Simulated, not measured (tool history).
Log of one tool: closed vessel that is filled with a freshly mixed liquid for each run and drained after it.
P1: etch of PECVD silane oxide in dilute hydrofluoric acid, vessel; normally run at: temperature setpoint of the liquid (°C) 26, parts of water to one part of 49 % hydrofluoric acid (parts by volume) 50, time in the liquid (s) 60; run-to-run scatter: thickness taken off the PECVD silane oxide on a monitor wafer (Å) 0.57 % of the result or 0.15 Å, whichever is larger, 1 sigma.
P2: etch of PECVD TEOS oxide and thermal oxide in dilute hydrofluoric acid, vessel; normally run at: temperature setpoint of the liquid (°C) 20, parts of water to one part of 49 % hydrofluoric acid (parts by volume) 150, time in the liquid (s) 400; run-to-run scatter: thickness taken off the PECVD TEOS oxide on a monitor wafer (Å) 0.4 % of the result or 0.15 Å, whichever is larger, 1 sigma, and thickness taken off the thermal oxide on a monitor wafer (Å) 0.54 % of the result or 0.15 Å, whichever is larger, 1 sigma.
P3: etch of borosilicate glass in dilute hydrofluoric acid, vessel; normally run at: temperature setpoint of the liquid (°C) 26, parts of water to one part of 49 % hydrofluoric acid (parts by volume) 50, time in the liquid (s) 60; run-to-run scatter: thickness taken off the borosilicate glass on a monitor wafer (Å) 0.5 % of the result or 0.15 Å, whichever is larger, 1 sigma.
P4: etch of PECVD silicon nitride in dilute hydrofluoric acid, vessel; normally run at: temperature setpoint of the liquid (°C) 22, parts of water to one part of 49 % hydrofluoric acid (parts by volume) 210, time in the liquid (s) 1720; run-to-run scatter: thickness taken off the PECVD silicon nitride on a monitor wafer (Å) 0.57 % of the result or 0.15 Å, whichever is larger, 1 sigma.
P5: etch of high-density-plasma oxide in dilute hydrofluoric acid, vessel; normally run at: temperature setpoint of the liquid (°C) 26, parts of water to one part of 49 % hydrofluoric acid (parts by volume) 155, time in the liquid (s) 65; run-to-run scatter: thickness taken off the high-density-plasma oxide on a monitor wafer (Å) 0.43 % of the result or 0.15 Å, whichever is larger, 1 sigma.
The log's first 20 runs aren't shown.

run,hour,process that ran,temperature setpoint of the liquid (°C),parts of water to one part of 49 % hydrofluoric acid (parts by volume),time in the liquid (s),hours since the thermometer was replaced,hours since the hydrofluoric acid flow meter was replaced,thickness taken off the PECVD silane oxide on a monitor wafer (Å),thickness taken off the PECVD TEOS oxide on a monitor wafer (Å),thickness taken off the thermal oxide on a monitor wafer (Å),thickness taken off the PECVD silicon nitride on a monitor wafer (Å),thickness taken off the borosilicate glass on a monitor wafer (Å),thickness taken off the high-density-plasma oxide on a monitor wafer (Å)
21,105,P3,34,50,60,235.9,38.6,,,,,738.51,
22,110.7,P2,20,250,400,241.6,44.3,,310.37,57.129,,,
23,116.7,P2,20,150,795,247.6,50.3,,1139.6,208.44,,,
24,120.8,P5,26,155,115,251.7,54.4,,,,,,81.889
25,125.2,P1,30,80,60,256.1,58.8,296.51,,,,,
26,131.7,P3,26,30,60,262.6,65.3,,,,,926.09,
27,137.1,P2,17,150,400,268,70.7,,504.85,93.605,,,
28,142.3,P4,22,210,435,273.2,75.9,,,,31.646,,
29,148.6,P5,22,155,65,279.5,82.2,,,,,,39.63
30,154.4,P5,26,155,65,285.3,88,,,,,,46.494
31,159.4,P1,26,50,60,290.3,93,424.86,,,,,

Forecast run 32:
32,165.9,P4,22,210,1720,296.8,99.5,,,,?,,

Run 32 gave thickness taken off the PECVD silicon nitride on a monitor wafer (Å) 123.83.

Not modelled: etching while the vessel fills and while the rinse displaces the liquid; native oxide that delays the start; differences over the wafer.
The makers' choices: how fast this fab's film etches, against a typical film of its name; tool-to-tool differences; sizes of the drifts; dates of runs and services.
